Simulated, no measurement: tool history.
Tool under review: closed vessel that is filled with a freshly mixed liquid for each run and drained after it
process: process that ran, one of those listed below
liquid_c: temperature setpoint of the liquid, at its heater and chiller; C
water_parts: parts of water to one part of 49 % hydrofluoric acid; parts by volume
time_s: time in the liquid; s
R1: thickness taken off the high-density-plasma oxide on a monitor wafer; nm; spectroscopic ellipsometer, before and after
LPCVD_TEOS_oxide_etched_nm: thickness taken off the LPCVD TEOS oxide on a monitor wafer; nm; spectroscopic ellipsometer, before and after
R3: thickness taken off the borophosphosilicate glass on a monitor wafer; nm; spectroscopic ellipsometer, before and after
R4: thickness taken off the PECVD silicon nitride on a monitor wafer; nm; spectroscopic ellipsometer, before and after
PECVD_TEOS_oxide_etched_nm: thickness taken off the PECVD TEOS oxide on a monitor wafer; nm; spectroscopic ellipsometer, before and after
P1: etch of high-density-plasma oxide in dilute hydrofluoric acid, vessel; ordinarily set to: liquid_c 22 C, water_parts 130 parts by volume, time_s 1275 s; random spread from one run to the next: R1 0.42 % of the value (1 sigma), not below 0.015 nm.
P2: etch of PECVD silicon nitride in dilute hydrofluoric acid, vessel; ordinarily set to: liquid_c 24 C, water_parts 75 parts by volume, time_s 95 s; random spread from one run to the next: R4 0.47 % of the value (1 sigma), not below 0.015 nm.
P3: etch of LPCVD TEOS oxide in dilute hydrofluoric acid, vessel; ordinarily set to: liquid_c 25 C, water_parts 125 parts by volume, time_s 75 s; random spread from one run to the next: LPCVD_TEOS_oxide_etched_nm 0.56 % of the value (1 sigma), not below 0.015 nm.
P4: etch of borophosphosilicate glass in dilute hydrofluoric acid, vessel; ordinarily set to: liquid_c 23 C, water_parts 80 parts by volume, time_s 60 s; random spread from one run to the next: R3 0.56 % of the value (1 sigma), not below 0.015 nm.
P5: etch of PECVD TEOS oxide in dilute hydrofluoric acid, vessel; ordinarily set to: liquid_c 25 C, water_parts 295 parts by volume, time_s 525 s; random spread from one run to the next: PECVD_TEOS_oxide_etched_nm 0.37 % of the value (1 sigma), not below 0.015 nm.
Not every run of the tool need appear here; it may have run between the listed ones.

run 1 hour=12.1 | process=P1 liquid_c=22 water_parts=130 time_s=1275 | R1=45.66
run 2 hour=24.1 | process=P1 liquid_c=26.5 water_parts=130 time_s=1275 | R1=54.384
run 3 hour=38.1 | process=P1 liquid_c=22 water_parts=130 time_s=1275 | R1=45.751
run 4 hour=53.2 | process=P3 liquid_c=25 water_parts=125 time_s=30 | LPCVD_TEOS_oxide_etched_nm=7.7664
run 5 hour=68.8 | process=P3 liquid_c=32.5 water_parts=125 time_s=75 | LPCVD_TEOS_oxide_etched_nm=25.698
run 6 hour=79.3 | process=P1 liquid_c=22 water_parts=130 time_s=1275 | R1=45.636
run 7 hour=93.1 | process=P1 liquid_c=22 water_parts=130 time_s=520 | R1=18.657
run 8 hour=104.1 | process=P4 liquid_c=23 water_parts=80 time_s=30 | R3=14.255
run 9 hour=117.4 | process=P1 liquid_c=22 water_parts=50 time_s=2030 | R1=208.5
run 10 hour=126.7 | process=P2 liquid_c=24 water_parts=75 time_s=95 | R4=6.5927
run 11 hour=144.3 | process=P1 liquid_c=22 water_parts=60 time_s=1275 | R1=107.77
run 12 hour=157.9 | process=P4 liquid_c=23 water_parts=140 time_s=60 | R3=15.045
run 13 hour=166.4 | process=P5 liquid_c=25 water_parts=295 time_s=125 | PECVD_TEOS_oxide_etched_nm=3.1115
run 14 hour=179 | process=P3 liquid_c=25 water_parts=170 time_s=75 | LPCVD_TEOS_oxide_etched_nm=13.455
run 15 hour=197.8 | process=P1 liquid_c=22 water_parts=180 time_s=1275 | R1=31.117
run 16 hour=206.8 | process=P1 liquid_c=22 water_parts=130 time_s=2235 | R1=80.121
run 17 hour=225.5 | process=P4 liquid_c=27.5 water_parts=80 time_s=60 | R3=33.792
run 18 hour=234.8 | process=P5 liquid_c=17 water_parts=295 time_s=525 | PECVD_TEOS_oxide_etched_nm=9.6561
run 19 hour=246 | process=P4 liquid_c=23 water_parts=80 time_s=60 | R3=28.278
run 20 hour=264.9 | process=P5 liquid_c=25 water_parts=105 time_s=525 | PECVD_TEOS_oxide_etched_nm=44.984
run 21 hour=279.3 | process=P3 liquid_c=25 water_parts=125 time_s=75 | LPCVD_TEOS_oxide_etched_nm=19.347
run 22 hour=293.5 | process=P2 liquid_c=24 water_parts=30 time_s=95 | R4=16.262
run 23 hour=305.9 | process=P2 liquid_c=24 water_parts=75 time_s=185 | R4=12.887
run 24 hour=317.5 | process=P2 liquid_c=31.5 water_parts=75 time_s=95 | R4=10.737
run 25 hour=331.2 | process=P1 liquid_c=22 water_parts=130 time_s=1275 | R1=46.017
run 26 hour=348.2 | process=P5 liquid_c=25 water_parts=295 time_s=525 | PECVD_TEOS_oxide_etched_nm=12.897
run 27 hour=358.2 | process=P4 liquid_c=23 water_parts=80 time_s=60 | R3=28.593
run 28 hour=371.4 | process=P1 liquid_c=17 water_parts=130 time_s=1275 | R1=37.145
run 29 hour=388.4 | process=P1 liquid_c=22 water_parts=130 time_s=1275 | R1=45.684
run 30 hour=400.6 | process=P1 liquid_c=22 water_parts=130 time_s=1275 | R1=44.538
run 31 hour=414.2 | process=P1 liquid_c=22 water_parts=130 time_s=1275 | R1=43.409
run 32 hour=425.9 | process=P1 liquid_c=22 water_parts=130 time_s=1275 | R1=42.993
run 33 hour=438.6 | process=P1 liquid_c=22 water_parts=130 time_s=1275 | R1=42.526
run 34 hour=449.1 | process=P1 liquid_c=22 water_parts=130 time_s=1275 | R1=42.161
run 35 hour=467 | process=P1 liquid_c=22 water_parts=130 time_s=1275 | R1=41.871
run 36 hour=478.8 | process=P1 liquid_c=22 water_parts=130 time_s=1275 | R1=41.628
run 37 hour=494 | process=P1 liquid_c=22 water_parts=130 time_s=1275 | R1=41.486
run 38 hour=509.9 | process=P1 liquid_c=22 water_parts=130 time_s=1275 | R1=41.878
run 39 hour=520.9 | process=P1 liquid_c=22 water_parts=130 time_s=1275 | R1=41.728

Compared with where it was, what P1 gives has crept away. Each cause listed below fits the log as well as the rest, at the size given for it:
A: hydrofluoric acid flow below the setpoint (%) = 7.68
B: liquid colder than its thermometer reads (K) = 2.31
Onset of the creep was near hour 388.4.

Listed below are the offered check runs, one wafer per run, with question marks in place of results. For which of them would the causes give clearly different outcomes?
run check 1 hour=531.9 | process=P4 liquid_c=23 water_parts=140 time_s=60 | R3=?
run check 2 hour=531.9 | process=P5 liquid_c=25 water_parts=145 time_s=175 | PECVD_TEOS_oxide_etched_nm=?
run check 3 hour=531.9 | process=P2 liquid_c=31 water_parts=75 time_s=180 | R4=?
run check 4 hour=531.9 | process=P3 liquid_c=25 water_parts=125 time_s=30 | LPCVD_TEOS_oxide_etched_nm=?

Outcome of each check run for each possible cause:
check=check_1 result=R3 if_A=13.752 if_B=13.782
check=check_2 result=PECVD_TEOS_oxide_etched_nm if_A=9.4061 if_B=9.4554
check=check_3 result=R4 if_A=18.235 if_B=17.054
check=check_4 result=LPCVD_TEOS_oxide_etched_nm if_A=7.0838 if_B=7.1009
Gap, in per cent, between the two causes that each check separates least, read from the result that separates them most: check 1 0.22 %; check 2 0.52 %; check 3 6.69 %; check 4 0.24 %
Of the check runs offered, only check 3 discriminates between the causes; the rest would read about the same regardless of which cause applies.

Here is what check 3 returned: R4 18.24 nm. Which cause is it?

The correct cause is A, namely: hydrofluoric acid flow below the setpoint (%).
